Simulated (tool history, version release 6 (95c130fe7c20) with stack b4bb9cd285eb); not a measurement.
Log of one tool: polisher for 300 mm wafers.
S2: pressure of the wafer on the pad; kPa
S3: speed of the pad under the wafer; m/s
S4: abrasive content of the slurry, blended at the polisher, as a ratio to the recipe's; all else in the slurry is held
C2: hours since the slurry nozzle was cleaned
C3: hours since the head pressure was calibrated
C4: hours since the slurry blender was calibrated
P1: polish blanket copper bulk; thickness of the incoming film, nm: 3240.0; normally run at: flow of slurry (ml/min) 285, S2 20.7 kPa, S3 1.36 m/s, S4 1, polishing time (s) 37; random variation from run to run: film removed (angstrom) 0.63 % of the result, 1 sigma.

Run 1, hour 7.6: flow of slurry (ml/min) 285, S2 20.7 kPa, S3 1.36 m/s, S4 1, polishing time (s) 37; wafers polished on this pad 400; C2 619.6; C3 249; C4 150.1. Result: film removed (angstrom) 4750.8.
Run 2, hour 20.8: flow of slurry (ml/min) 285, S2 20.7 kPa, S3 0.72 m/s, S4 0.75, polishing time (s) 37; wafers polished on this pad 562; C2 632.8; C3 262.2; C4 163.3. Result: film removed (angstrom) 2352.2.
Run 3, hour 30.5: flow of slurry (ml/min) 285, S2 20.7 kPa, S3 2.08 m/s, S4 1, polishing time (s) 18; wafers polished on this pad 682; C2 642.5; C3 271.9; C4 173. Result: film removed (angstrom) 3497.5.
Run 4, hour 38.4: flow of slurry (ml/min) 285, S2 20.7 kPa, S3 2.14 m/s, S4 1, polishing time (s) 37; wafers polished on this pad 779; C2 650.4; C3 279.8; C4 180.9. Result: film removed (angstrom) 7468.
Run 5, hour 45.6: flow of slurry (ml/min) 285, S2 20.7 kPa, S3 1.36 m/s, S4 1, polishing time (s) 37; wafers polished on this pad 868; C2 657.6; C3 287; C4 188.1. Result: film removed (angstrom) 4743.
At hour 54.5: slurry nozzle cleaned.
Run 6, hour 56.3: flow of slurry (ml/min) 285, S2 20.7 kPa, S3 1.36 m/s, S4 0.5, polishing time (s) 37; wafers polished on this pad 1000; C2 1.8; C3 297.7; C4 198.8. Result: film removed (angstrom) 4134.6.
Run 7, hour 66.1: flow of slurry (ml/min) 440, S2 20.7 kPa, S3 1.36 m/s, S4 1, polishing time (s) 37; wafers polished on this pad 1121; C2 11.6; C3 307.5; C4 208.6. Result: film removed (angstrom) 4857.8.
Run 8, hour 72.8: flow of slurry (ml/min) 285, S2 20.7 kPa, S3 1.36 m/s, S4 1, polishing time (s) 19; wafers polished on this pad 1203; C2 18.3; C3 314.2; C4 215.3. Result: film removed (angstrom) 2431.9.
Run 9, hour 86.5: flow of slurry (ml/min) 285, S2 20.7 kPa, S3 1.36 m/s, S4 1, polishing time (s) 37; wafers polished on this pad 1372; C2 32; C3 327.9; C4 229. Result: film removed (angstrom) 4756.3.
Run 10, hour 96.5: flow of slurry (ml/min) 285, S2 20.7 kPa, S3 1.36 m/s, S4 1, polishing time (s) 37; wafers polished on this pad 1495; C2 42; C3 337.9; C4 239. Result: film removed (angstrom) 4712.9.
Run 11, hour 105.8: flow of slurry (ml/min) 170, S2 20.7 kPa, S3 1.36 m/s, S4 1, polishing time (s) 37; wafers polished on this pad 1610; C2 51.3; C3 347.2; C4 248.3. Result: film removed (angstrom) 4460.1.
At hour 112: worn pad replaced by a new one.
Run 12, hour 117.7: flow of slurry (ml/min) 285, S2 20.7 kPa, S3 1.36 m/s, S4 1, polishing time (s) 37; wafers polished on this pad 71; C2 63.2; C3 359.1; C4 260.2. Result: film removed (angstrom) 4758.4.
Run 13, hour 125.5: flow of slurry (ml/min) 285, S2 13.8 kPa, S3 1.36 m/s, S4 1, polishing time (s) 17; wafers polished on this pad 167; C2 71; C3 366.9; C4 268. Result: film removed (angstrom) 1439.6.
Run 14, hour 138.7: flow of slurry (ml/min) 285, S2 20.7 kPa, S3 0.62 m/s, S4 1, polishing time (s) 37; wafers polished on this pad 330; C2 84.2; C3 380.1; C4 281.2. Result: film removed (angstrom) 2152.4.
Run 15, hour 153.5: flow of slurry (ml/min) 285, S2 20.7 kPa, S3 1.36 m/s, S4 1, polishing time (s) 57; wafers polished on this pad 512; C2 99; C3 394.9; C4 296. Result: film removed (angstrom) 7288.8.
Run 16, hour 167: flow of slurry (ml/min) 285, S2 9.7 kPa, S3 1.36 m/s, S4 1, polishing time (s) 37; wafers polished on this pad 679; C2 112.5; C3 408.4; C4 309.5. Result: film removed (angstrom) 2214.2.
Run 17, hour 174.7: flow of slurry (ml/min) 285, S2 20.7 kPa, S3 1.36 m/s, S4 1, polishing time (s) 37; wafers polished on this pad 774; C2 120.2; C3 416.1; C4 317.2. Result: film removed (angstrom) 4715.8.
Run 18, hour 189.4: flow of slurry (ml/min) 285, S2 29.6 kPa, S3 1.36 m/s, S4 1, polishing time (s) 37; wafers polished on this pad 955; C2 134.9; C3 430.8; C4 331.9. Result: film removed (angstrom) 6775.2.
Run 19, hour 200.7: flow of slurry (ml/min) 285, S2 20.7 kPa, S3 1.36 m/s, S4 1.45, polishing time (s) 37; wafers polished on this pad 1094; C2 146.2; C3 442.1; C4 343.2. Result: film removed (angstrom) 5090.1.
Run 20, hour 213: flow of slurry (ml/min) 285, S2 20.7 kPa, S3 1.36 m/s, S4 1, polishing time (s) 37; wafers polished on this pad 1246; C2 158.5; C3 454.4; C4 355.5. Result: film removed (angstrom) 4743.9.
Run 21, hour 220.7: flow of slurry (ml/min) 285, S2 20.7 kPa, S3 1.36 m/s, S4 1, polishing time (s) 37; wafers polished on this pad 1341; C2 166.2; C3 462.1; C4 363.2. Result: film removed (angstrom) 4756.1.
Run 22, hour 232.9: flow of slurry (ml/min) 285, S2 20.7 kPa, S3 1.36 m/s, S4 1, polishing time (s) 37; wafers polished on this pad 1491; C2 178.4; C3 474.3; C4 375.4. Result: film removed (angstrom) 4583.7.
Run 23, hour 246.3: flow of slurry (ml/min) 285, S2 20.7 kPa, S3 1.36 m/s, S4 1, polishing time (s) 37; wafers polished on this pad 1656; C2 191.8; C3 487.7; C4 388.8. Result: film removed (angstrom) 4539.9.
At hour 254.7: slurry blender recalibrated.
Run 24, hour 260.5: flow of slurry (ml/min) 285, S2 20.7 kPa, S3 1.36 m/s, S4 1, polishing time (s) 37; wafers polished on this pad 1831; C2 206; C3 501.9; C4 5.8. Result: film removed (angstrom) 4544.1.
Run 25, hour 267.5: flow of slurry (ml/min) 285, S2 20.7 kPa, S3 1.36 m/s, S4 1, polishing time (s) 37; wafers polished on this pad 1918; C2 213; C3 508.9; C4 12.8. Result: film removed (angstrom) 4461.9.
At hour 271.2: worn pad replaced by a new one.
Run 26, hour 281.7: flow of slurry (ml/min) 285, S2 20.7 kPa, S3 1.36 m/s, S4 1, polishing time (s) 37; wafers polished on this pad 130; C2 227.2; C3 523.1; C4 27. Result: film removed (angstrom) 4417.4.
Run 27, hour 291.1: flow of slurry (ml/min) 285, S2 20.7 kPa, S3 1.36 m/s, S4 1, polishing time (s) 37; wafers polished on this pad 246; C2 236.6; C3 532.5; C4 36.4. Result: film removed (angstrom) 4478.8.
Run 28, hour 306.5: flow of slurry (ml/min) 285, S2 20.7 kPa, S3 1.36 m/s, S4 1, polishing time (s) 37; wafers polished on this pad 435; C2 252; C3 547.9; C4 51.8. Result: film removed (angstrom) 4474.4.

What P1 gives has crept away from where it was. These 2 causes fit the log equally well, each at the size given:
A: slurry flow missing at the pad, % = 39.2
B: head's pressure below its setpoint, % = 5.82
The creep began at about hour 213.
Why every other cause is out:
removal rate lost through wear of the pad, %: serviced at hour 271.2, which brought nothing back
abrasive missing from the slurry, %: serviced at hour 254.7, which brought nothing back

4 check runs are offered, each on 2 wafers whose results are averaged, their results left as question marks. Which one tells the causes apart?
Run check 1, hour 321.9: flow of slurry (ml/min) 285, S2 20.7 kPa, S3 0.68 m/s, S4 1, polishing time (s) 37. Result: film removed (angstrom) ?.
Run check 2, hour 321.9: flow of slurry (ml/min) 285, S2 20.7 kPa, S3 0.64 m/s, S4 1.25, polishing time (s) 37. Result: film removed (angstrom) ?.
Run check 3, hour 321.9: flow of slurry (ml/min) 285, S2 20.7 kPa, S3 1.9 m/s, S4 0.55, polishing time (s) 37. Result: film removed (angstrom) ?.
Run check 4, hour 321.9: flow of slurry (ml/min) 170, S2 29 kPa, S3 1.36 m/s, S4 1, polishing time (s) 37. Result: film removed (angstrom) ?.

What each check would give under each cause:
  check                   result    if A    if B
check 1  film removed (angstrom)  2233.6  2233.7
check 2  film removed (angstrom)  2206.5  2206.7
check 3  film removed (angstrom)    5516  5516.4
check 4  film removed (angstrom)  5659.5  5872.9
How far apart the two closest causes lie, in the result that separates them most: check 1 0.01 %; check 2 0.01 %; check 3 0.01 %; check 4 3.7 %
Only check 4 tells the causes apart: in the others they would give nearly the same result.

Check 4 was then run and gave: film removed (angstrom) 5670.3. Which cause is it?

It is A: slurry flow missing at the pad, %.
